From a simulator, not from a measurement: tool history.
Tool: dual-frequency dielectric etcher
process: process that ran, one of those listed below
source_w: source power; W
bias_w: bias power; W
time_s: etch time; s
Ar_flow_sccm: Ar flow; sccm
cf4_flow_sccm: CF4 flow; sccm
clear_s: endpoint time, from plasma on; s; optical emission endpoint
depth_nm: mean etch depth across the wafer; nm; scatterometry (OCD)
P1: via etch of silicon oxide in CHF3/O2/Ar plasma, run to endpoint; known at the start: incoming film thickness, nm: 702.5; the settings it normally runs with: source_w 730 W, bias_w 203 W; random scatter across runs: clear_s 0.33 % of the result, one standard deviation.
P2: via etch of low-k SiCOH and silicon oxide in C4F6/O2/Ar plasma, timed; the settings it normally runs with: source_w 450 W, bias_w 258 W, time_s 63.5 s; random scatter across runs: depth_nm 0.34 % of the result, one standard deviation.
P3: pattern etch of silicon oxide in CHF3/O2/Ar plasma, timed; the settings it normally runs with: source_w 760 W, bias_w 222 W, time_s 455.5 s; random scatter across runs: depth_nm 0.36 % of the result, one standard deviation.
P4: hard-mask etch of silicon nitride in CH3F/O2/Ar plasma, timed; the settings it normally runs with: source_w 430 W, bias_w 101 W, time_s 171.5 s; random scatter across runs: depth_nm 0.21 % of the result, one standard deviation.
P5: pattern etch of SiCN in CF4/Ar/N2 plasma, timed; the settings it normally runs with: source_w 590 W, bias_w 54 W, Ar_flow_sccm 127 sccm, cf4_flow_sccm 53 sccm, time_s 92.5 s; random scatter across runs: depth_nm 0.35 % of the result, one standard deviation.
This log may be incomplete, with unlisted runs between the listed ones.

run	hour	process	source_w	bias_w	time_s	Ar_flow_sccm	cf4_flow_sccm	hours since the last wet clean	hours since the last source power generator calibration	hours since the last bias power generator calibration	clear_s	depth_nm
1	2.3	P1	730	203				214.5	2180.6	1077	310.32	
2	5.1	P1	730	151				217.3	2183.4	1079.8	342.39	
3	9.2	P3	760	292	455.5			221.4	2187.5	1083.9		1146.7
4	12	P1	920	242				224.2	2190.3	1086.7	267.68	
5	15.7	P3	760	222	455.5			227.9	2194	1090.4		1046.3
6	20	P1	730	203				232.2	2198.3	1094.7	310.17	
7	24.7	P3	760	222	646.5			236.9	2203	1099.4		1483.3
8	26.9	P5	590	54	62	127	53	239.1	2205.2	1101.6		55.029
9	31.1	P1	730	203				243.3	2209.4	1105.8	310.36	
10	33.5	P1	450	203				245.7	2211.8	1108.2	373.24	
11	38	P3	1060	222	455.5			250.2	2216.3	1112.7		1182.4
12	42.2	P5	590	72	92.5	127	53	254.4	2220.5	1116.9		91.542
13	46.9	P1	730	203				259.1	2225.2	1121.6	309.7	
14	50.2	P1	730	203				262.4	2228.5	1124.9	309.19	
15	52.4	P4	600	101	171.5			264.6	2230.7	1127.1		160
16	57.1	P5	590	54	92.5	127	66	269.3	2235.4	1131.8		86.379
17	60.4	P4	430	81	171.5			272.6	2238.7	1135.1		131.25
18	65	P4	430	101	171.5			277.2	2243.3	1139.7		141.81
19	69.2	P5	590	54	92.5	152	53	281.4	2247.5	1143.9		79.614
20	73.7	P5	590	54	92.5	127	53	285.9	2252	1148.4		82.656
21	75.9	P2	600	258	63.5			288.1	2254.2	1150.6		231.5
22	80.3	P3	760	222	455.5			292.5	2258.6	1155		1043.4
23	84.5	P5	590	54	92.5	127	53	296.7	2262.8	1159.2		82.141
24	87.9	P4	430	101	171.5			300.1	2266.2	1162.6		141.16
25	90.3	P1	860	203				302.5	2268.6	1165	291.29	
26	95.1	P1	730	203				307.3	2273.4	1169.8	310.13	
27	97.4	P2	450	168	63.5			309.6	2275.7	1172.1		178.98
28	102.4	P2	450	258	41			314.6	2280.7	1177.1		133.18
29	104.8	P2	450	258	63.5			317	2283.1	1179.5		205.97
30	109.1	P1	730	273				321.3	2287.4	1183.8	281.25	
31	114	P4	430	101	132.5			326.2	2292.3	1188.7		109.48
32	117.2	P5	420	54	92.5	127	53	329.4	2295.5	1191.9		61.342
33	121.5	P1	730	203				333.7	2299.8	1196.2	310.81	
34	125.1	P1	730	203				337.3	2303.4	1199.8	308.64	
35	127.2	P1	730	203				339.4	2305.5	1201.9	307.81	
36	131.4	P1	730	203				343.6	2309.7	1206.1	307.61	
# hour 134: wet clean of the chamber
37	135.3	P1	730	203				1.4	2313.6	1210	305.61	
38	138	P1	730	203				4.1	2316.3	1212.7	305.6	
39	140.1	P1	730	203				6.2	2318.4	1214.8	305.02	
40	144.7	P1	730	203				10.8	2323	1219.4	305.46	
41	147.8	P1	730	203				13.9	2326.1	1222.5	305.74	
42	150.6	P1	730	203				16.7	2328.9	1225.3	304.44	

What P1 gives has crept away from where it was. These 2 causes fit the log equally well, each at the size given:
A: source power that arrives over what is set, % = 4.45
B: bias power that arrives over what is set, % = 4.98
The gradual shift began around hour 121.5.
Ruled out, with reasons:
chamber walls in a state that raises the etch rate, %: work on it at hour 134, done after the drift set in, did not restore what the process gave before

The 4 check runs listed below each average the results of 2 wafers, and their outcomes are marked with question marks. Under which run would the listed causes produce clearly different results?
check 1	153.4	P4	430	101	171.5							?
check 2	153.4	P3	760	222	455.5							?
check 3	153.4	P2	450	258	63.5							?
check 4	153.4	P5	590	54	92.5	127	53					?

Outcome of each check run for each possible cause:
check	result	if A	if B
check 1	depth_nm	143.99	144.23
check 2	depth_nm	1059.6	1059.9
check 3	depth_nm	209.49	209.45
check 4	depth_nm	85.655	83.862
Gap, in per cent, between the two causes that each check separates least, read from the result that separates them most: check 1 0.17 %; check 2 0.03 %; check 3 0.02 %; check 4 2.11 %
Check 4 tells the causes apart: in the others they would give nearly the same result.

Check 4 was carried out, with these results: depth_nm 85.533 nm. Which of the listed causes is responsible?

Of the candidate causes, it is A: source power that arrives over what is set, %.

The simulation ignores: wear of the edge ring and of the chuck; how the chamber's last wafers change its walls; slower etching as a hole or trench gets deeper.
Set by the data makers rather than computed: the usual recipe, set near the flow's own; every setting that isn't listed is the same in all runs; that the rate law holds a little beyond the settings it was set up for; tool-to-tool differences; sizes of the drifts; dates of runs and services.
